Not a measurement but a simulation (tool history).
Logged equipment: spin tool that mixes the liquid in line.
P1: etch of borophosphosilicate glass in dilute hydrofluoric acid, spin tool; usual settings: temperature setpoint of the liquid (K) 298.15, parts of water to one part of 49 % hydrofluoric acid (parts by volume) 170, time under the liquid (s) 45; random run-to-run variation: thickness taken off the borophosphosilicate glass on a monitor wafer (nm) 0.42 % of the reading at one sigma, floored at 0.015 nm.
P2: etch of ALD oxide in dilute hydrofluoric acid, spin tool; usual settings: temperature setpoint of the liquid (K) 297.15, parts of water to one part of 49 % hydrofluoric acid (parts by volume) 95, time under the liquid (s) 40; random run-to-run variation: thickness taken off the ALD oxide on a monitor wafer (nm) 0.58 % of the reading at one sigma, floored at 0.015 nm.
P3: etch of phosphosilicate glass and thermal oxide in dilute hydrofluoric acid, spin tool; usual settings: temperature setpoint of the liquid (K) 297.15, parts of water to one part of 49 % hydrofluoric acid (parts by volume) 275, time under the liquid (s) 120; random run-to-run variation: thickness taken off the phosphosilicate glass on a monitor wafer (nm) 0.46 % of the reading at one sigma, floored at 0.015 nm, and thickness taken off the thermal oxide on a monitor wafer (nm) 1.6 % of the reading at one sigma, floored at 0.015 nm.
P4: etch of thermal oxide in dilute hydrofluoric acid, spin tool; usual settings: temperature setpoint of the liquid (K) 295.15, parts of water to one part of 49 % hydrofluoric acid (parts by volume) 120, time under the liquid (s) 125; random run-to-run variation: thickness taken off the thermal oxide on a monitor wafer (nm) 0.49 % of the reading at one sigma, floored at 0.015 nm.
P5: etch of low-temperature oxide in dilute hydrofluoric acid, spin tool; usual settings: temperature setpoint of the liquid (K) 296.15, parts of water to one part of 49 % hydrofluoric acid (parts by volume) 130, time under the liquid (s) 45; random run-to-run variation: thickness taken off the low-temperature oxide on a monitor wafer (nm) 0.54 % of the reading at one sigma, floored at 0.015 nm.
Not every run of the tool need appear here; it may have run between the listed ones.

run,day,process that ran,temperature setpoint of the liquid (K),parts of water to one part of 49 % hydrofluoric acid (parts by volume),time under the liquid (s),hours since the thermometer was replaced,hours since the hydrofluoric acid flow meter was replaced,thickness taken off the borophosphosilicate glass on a monitor wafer (nm),thickness taken off the ALD oxide on a monitor wafer (nm),thickness taken off the phosphosilicate glass on a monitor wafer (nm),thickness taken off the thermal oxide on a monitor wafer (nm),thickness taken off the low-temperature oxide on a monitor wafer (nm)
1,0.462,P1,298.15,170,45,431.5,523.6,16.8750,,,,
2,1.200,P1,298.15,170,45,449.2,541.3,16.7890,,,,
3,1.725,P1,298.15,170,65,461.8,553.9,24.2260,,,,
4,2.188,P2,297.15,95,20,472.9,565.0,,6.8828,,,
5,2.883,P3,297.15,275,120,489.6,581.7,,,52.917,1.60120,
6,3.633,P5,301.65,130,45,507.6,599.7,,,,,5.3650
7,3.996,P4,302.65,120,125,516.3,608.4,,,,6.23330,
8,4.592,P1,290.65,170,45,530.6,622.7,12.4780,,,,
9,5.154,P5,296.15,130,45,544.1,636.2,,,,,4.3621
10,5.758,P1,298.15,305,45,558.6,650.7,8.0982,,,,
11,6.279,P1,298.15,170,45,571.1,663.2,16.7010,,,,
12,7.033,P1,298.15,105,45,589.2,681.3,29.1900,,,,
13,7.671,P1,298.15,85,65,604.5,696.6,53.4810,,,,
14,8.162,P3,297.15,275,120,616.3,708.4,,,52.327,1.61970,
15,8.738,P1,298.15,170,45,630.1,722.2,16.6410,,,,
16,9.150,P5,296.15,130,15,640.0,732.1,,,,,1.4457
17,9.671,P1,298.15,170,15,652.5,744.6,5.5928,,,,
18,10.325,P1,298.15,170,45,668.2,760.3,16.7570,,,,
19,11.079,P3,297.15,275,185,686.3,778.4,,,81.389,2.56850,
20,11.583,P4,295.15,120,125,698.4,790.5,,,,4.72190,
21,12.325,P1,306.15,170,45,716.2,808.3,22.4100,,,,
22,12.996,P3,304.65,275,120,732.3,824.4,,,67.855,2.15450,
23,13.458,P2,290.15,95,40,743.4,835.5,,10.4550,,,
24,14.029,P4,295.15,120,195,757.1,849.2,,,,7.35050,
25,14.767,P1,298.15,170,45,774.8,866.9,16.8430,,,,
26,15.475,P5,296.15,205,45,791.8,883.9,,,,,2.5717
27,15.883,P4,295.15,120,125,801.6,893.7,,,,4.73040,
28,16.212,P4,295.15,25,125,809.5,901.6,,,,25.42200,
29,16.596,P2,297.15,175,40,818.7,910.8,,6.7948,,,
30,16.983,P2,297.15,95,40,828.0,920.1,,13.7700,,,
31,17.533,P3,297.15,425,120,841.2,933.3,,,29.449,0.93171,
32,18.267,P1,298.15,170,45,858.8,950.9,16.7420,,,,
33,18.800,P1,298.15,170,45,871.6,963.7,17.2110,,,,
34,19.388,P1,298.15,170,45,885.7,977.8,17.7770,,,,
35,20.083,P1,298.15,170,45,902.4,994.5,17.8710,,,,
36,20.608,P1,298.15,170,45,915.0,1007.1,18.0250,,,,
37,20.946,P1,298.15,170,45,923.1,1015.2,18.0860,,,,
38,21.292,P1,298.15,170,45,931.4,1023.5,18.2140,,,,
39,21.800,P1,298.15,170,45,943.6,1035.7,18.2260,,,,
40,22.438,P1,298.15,170,45,958.9,1051.0,18.2570,,,,
41,22.871,P1,298.15,170,45,969.3,1061.4,18.2350,,,,
42,23.379,P1,298.15,170,45,981.5,1073.6,18.3220,,,,
43,24.138,P1,298.15,170,45,999.7,1091.8,18.1510,,,,

P1 no longer gives what it gave before; its output has crept away from where it was. The following 2 causes, each at its listed size, fit the log equally well:
A: hydrofluoric acid flow above the setpoint (%) = 7.84
B: liquid hotter than its thermometer reads (K) = 2.44
The onset of the drift is placed at about day 18.267.

Consider the 4 single-wafer check runs listed below, results given as question marks: which one distinguishes between the causes by giving clearly different results for each?
check 1,24.896,P2,297.15,140,40,,,,?,,,
check 2,24.896,P5,300.65,195,45,,,,,,,?
check 3,24.896,P3,304.15,390,120,,,,,?,?,
check 4,24.896,P4,302.15,120,125,,,,,,?,

Check results expected under each cause:
check,result,if A,if B
check 1,thickness taken off the ALD oxide on a monitor wafer (nm),9.6831,9.7358
check 2,thickness taken off the low-temperature oxide on a monitor wafer (nm),3.5004,3.4783
check 3,thickness taken off the phosphosilicate glass on a monitor wafer (nm),46.297,44.798
check 3,thickness taken off the thermal oxide on a monitor wafer (nm),1.44730,1.40050
check 4,thickness taken off the thermal oxide on a monitor wafer (nm),6.72480,6.74190
Distance between the nearest two causes, measured in the result of the check that separates them most: check 1 0.54 %; check 2 0.63 %; check 3 3.29 %; check 4 0.25 %
The other checks would show nearly matching results whichever cause is true, so check 3 is the only one that separates the causes.

Check 3 was carried out, with these results: thickness taken off the phosphosilicate glass on a monitor wafer (nm) 46.359; thickness taken off the thermal oxide on a monitor wafer (nm) 1.47720. Which of the listed causes is responsible?

The cause is A: hydrofluoric acid flow above the setpoint (%).
